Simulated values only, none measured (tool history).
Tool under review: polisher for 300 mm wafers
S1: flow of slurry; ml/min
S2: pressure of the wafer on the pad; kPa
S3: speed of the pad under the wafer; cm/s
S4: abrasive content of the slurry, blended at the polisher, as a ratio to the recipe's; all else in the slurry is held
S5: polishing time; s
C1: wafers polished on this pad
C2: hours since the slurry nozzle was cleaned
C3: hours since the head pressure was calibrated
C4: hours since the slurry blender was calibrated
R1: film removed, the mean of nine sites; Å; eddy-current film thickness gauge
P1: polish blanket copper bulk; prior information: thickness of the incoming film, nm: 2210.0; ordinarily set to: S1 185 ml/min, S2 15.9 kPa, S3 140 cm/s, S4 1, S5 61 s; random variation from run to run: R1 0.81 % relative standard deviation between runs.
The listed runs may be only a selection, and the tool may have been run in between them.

run	day	S1	S2	S3	S4	S5	C1	C2	C3	C4	R1
1	0.45	185	15.9	140	1	61	580	507.8	160.5	115.3	5467.8
2	0.796	185	15.9	140	1	37	692	516.1	168.8	123.6	3297.5
3	1.404	185	15.9	140	1	61	890	530.7	183.4	138.2	5441.1
# day 1.908: slurry nozzle cleaned
4	1.917	185	15.9	140	1	61	1056	0.2	195.7	150.5	5475.8
5	2.296	185	15.9	204	1	61	1179	9.3	204.8	159.6	7923.7
# day 2.412: worn pad replaced by a new one
6	2.738	110	15.9	140	1	61	106	19.9	215.4	170.2	4941.4
7	3.083	185	15.9	140	1	61	218	28.2	223.7	178.5	5368.5
8	3.496	185	23.4	140	1	61	352	38.1	233.6	188.4	8127.5
9	3.992	185	20	140	1	83	513	50	245.5	200.3	9210.1
10	4.342	185	15.9	140	1.35	61	627	58.4	253.9	208.7	5815.2
11	4.942	185	15.9	140	1	88	821	72.8	268.3	223.1	7925.8
12	5.492	185	15.9	140	1	61	1000	86	281.5	236.3	5539
13	6.05	185	15.9	78	1	61	1181	99.4	294.9	249.7	3044.2
14	6.671	185	9	140	1	61	1383	114.3	309.8	264.6	3072.1
15	7.279	290	15.9	140	1	61	1580	128.9	324.4	279.2	5713.9
16	7.667	185	15.9	140	0.5	61	1706	138.2	333.7	288.5	4740.3
17	8	185	15.9	140	1	61	1814	146.2	341.7	296.5	5457.9
18	8.508	185	15.9	140	1	61	1979	158.4	353.9	308.7	5313.2
19	9.125	185	15.9	140	1	61	2179	173.2	368.7	323.5	5172.2
20	9.692	185	15.9	140	1	61	2363	186.8	382.3	337.1	5192.3
21	10.196	185	15.9	140	1	61	2527	198.9	394.4	349.2	5124.1
22	10.483	185	15.9	140	1	61	2620	205.8	401.3	356.1	5061
# day 10.488: head pressure recalibrated
# day 10.608: worn pad replaced by a new one
23	11.071	185	15.9	140	1	61	151	219.9	14.1	370.2	5102.2
24	11.5	185	15.9	140	1	61	290	230.2	24.4	380.5	5021.5
25	11.946	185	15.9	140	1	61	435	240.9	35.1	391.2	5074.6
26	12.25	185	15.9	140	1	61	533	248.2	42.4	398.5	5013.5
27	12.829	185	15.9	140	1	61	721	262.1	56.3	412.4	5042

P1 has crept away from where it was. The log is fitted equally well by each of these 2 causes, at the sizes shown:
A: slurry flow missing at the pad, % = 37.5
B: abrasive missing from the slurry, % = 32.8
Onset of the creep was near day 8.
Every other cause this tool's parts could produce, and why it does not fit the log:
removal rate lost through wear of the pad, %: serviced after onset, at day 10.608, with no recovery of the prior output
head's pressure below its setpoint, %: serviced after onset, at day 10.488, with no recovery of the prior output

You are offered 4 check runs, listed below with question marks in place of their results; each one averages 3 wafers. Which run separates the listed causes by giving clearly different results for each?
check 1	13.408	125	20.7	140	1	61					?
check 2	13.408	185	15.9	202	1	61					?
check 3	13.408	185	23.4	140	1	61					?
check 4	13.408	185	15.9	140	0.55	75					?

Check results expected under each cause:
check	result	if A	if B
check 1	R1	5906.7	6117.7
check 2	R1	7234.5	7234.3
check 3	R1	7412.1	7411.8
check 4	R1	5448.8	5483.1
Per check, the gap between the least separated pair of causes, taken in the result that splits them most: check 1 3.51 %; check 2 0 %; check 3 0 %; check 4 0.63 %
The causes can be told apart only by check 1. The other checks would give nearly the same results under each of them.

Running check 1 produced the following: R1 5849.2 Å. Which one of the listed causes fits?

A is the cause: slurry flow missing at the pad, %.
